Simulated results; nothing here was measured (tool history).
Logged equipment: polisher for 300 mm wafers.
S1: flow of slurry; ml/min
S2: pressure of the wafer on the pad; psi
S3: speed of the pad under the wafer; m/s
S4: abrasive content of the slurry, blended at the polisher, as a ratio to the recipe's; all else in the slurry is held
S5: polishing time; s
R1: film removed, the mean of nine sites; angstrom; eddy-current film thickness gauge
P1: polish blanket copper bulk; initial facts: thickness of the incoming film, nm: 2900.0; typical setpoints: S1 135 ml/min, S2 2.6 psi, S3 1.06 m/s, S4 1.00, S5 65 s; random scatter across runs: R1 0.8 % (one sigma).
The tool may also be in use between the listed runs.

| run | hour | S1 | S2 | S3 | S4 | S5 | R1 |
|---|---|---|---|---|---|---|---|
| 1 | 10.7 | 135 | 2.6 | 1.06 | 1.00 | 65 | 6979.3 |
| 2 | 22.4 | 135 | 2.6 | 1.06 | 1.00 | 101 | 10871.0 |
| 3 | 32.7 | 95 | 2.6 | 0.50 | 1.00 | 65 | 3044.9 |
| 4 | 39.7 | 135 | 2.6 | 1.06 | 1.00 | 65 | 7047.8 |
| 5 | 45.7 | 135 | 2.6 | 1.36 | 1.00 | 65 | 8915.0 |
| 6 | 51.4 | 135 | 2.6 | 1.06 | 1.45 | 65 | 7569.2 |
| 7 | 59.4 | 135 | 2.6 | 1.06 | 0.55 | 65 | 6174.2 |
| 8 | 69.1 | 135 | 2.6 | 1.06 | 1.00 | 65 | 7078.0 |
| 9 | 79.6 | 135 | 3.5 | 1.06 | 1.00 | 65 | 9280.1 |
| 10 | 90.9 | 135 | 2.6 | 1.06 | 1.00 | 46 | 4973.6 |
| 11 | 97.7 | 135 | 2.6 | 1.06 | 1.00 | 65 | 6941.8 |
| 12 | 106.8 | 135 | 2.6 | 1.06 | 1.00 | 65 | 6938.3 |
| 13 | 114.4 | 135 | 2.6 | 0.62 | 1.00 | 65 | 4041.3 |
| 14 | 122.4 | 85 | 2.6 | 1.06 | 1.00 | 65 | 6301.4 |
| 15 | 132.4 | 135 | 1.2 | 1.06 | 1.00 | 65 | 3275.7 |
| 16 | 141.5 | 210 | 2.6 | 1.06 | 1.00 | 65 | 7498.6 |
| 17 | 152.5 | 135 | 2.0 | 1.66 | 1.00 | 65 | 8496.6 |
| 18 | 158.9 | 135 | 2.6 | 1.06 | 1.00 | 65 | 7064.8 |
| 19 | 166.2 | 135 | 2.6 | 1.06 | 1.00 | 65 | 6808.1 |
| 20 | 175.7 | 135 | 2.6 | 1.06 | 1.00 | 65 | 6585.4 |
| 21 | 184.6 | 135 | 2.6 | 1.06 | 1.00 | 65 | 6529.0 |
| 22 | 190.7 | 135 | 2.6 | 1.06 | 1.00 | 65 | 6414.0 |
| 23 | 199.2 | 135 | 2.6 | 1.06 | 1.00 | 65 | 6374.4 |
| 24 | 210.6 | 135 | 2.6 | 1.06 | 1.00 | 65 | 6222.4 |
|  | 218.1 | head pressure recalibrated |
|  | 220.1 | slurry blender recalibrated |
| 25 | 220.6 | 135 | 2.6 | 1.06 | 1.00 | 65 | 6274.7 |
| 26 | 225.7 | 135 | 2.6 | 1.06 | 1.00 | 65 | 6171.3 |
| 27 | 237.2 | 135 | 2.6 | 1.06 | 1.00 | 65 | 6191.1 |
| 28 | 245.2 | 135 | 2.6 | 1.06 | 1.00 | 65 | 6201.0 |

What will run 29 give?
| 29 | 252.2 | 135 | 2.6 | 1.06 | 1.00 | 65 | ? |

Logged for run 29: R1 6248.9 angstrom.

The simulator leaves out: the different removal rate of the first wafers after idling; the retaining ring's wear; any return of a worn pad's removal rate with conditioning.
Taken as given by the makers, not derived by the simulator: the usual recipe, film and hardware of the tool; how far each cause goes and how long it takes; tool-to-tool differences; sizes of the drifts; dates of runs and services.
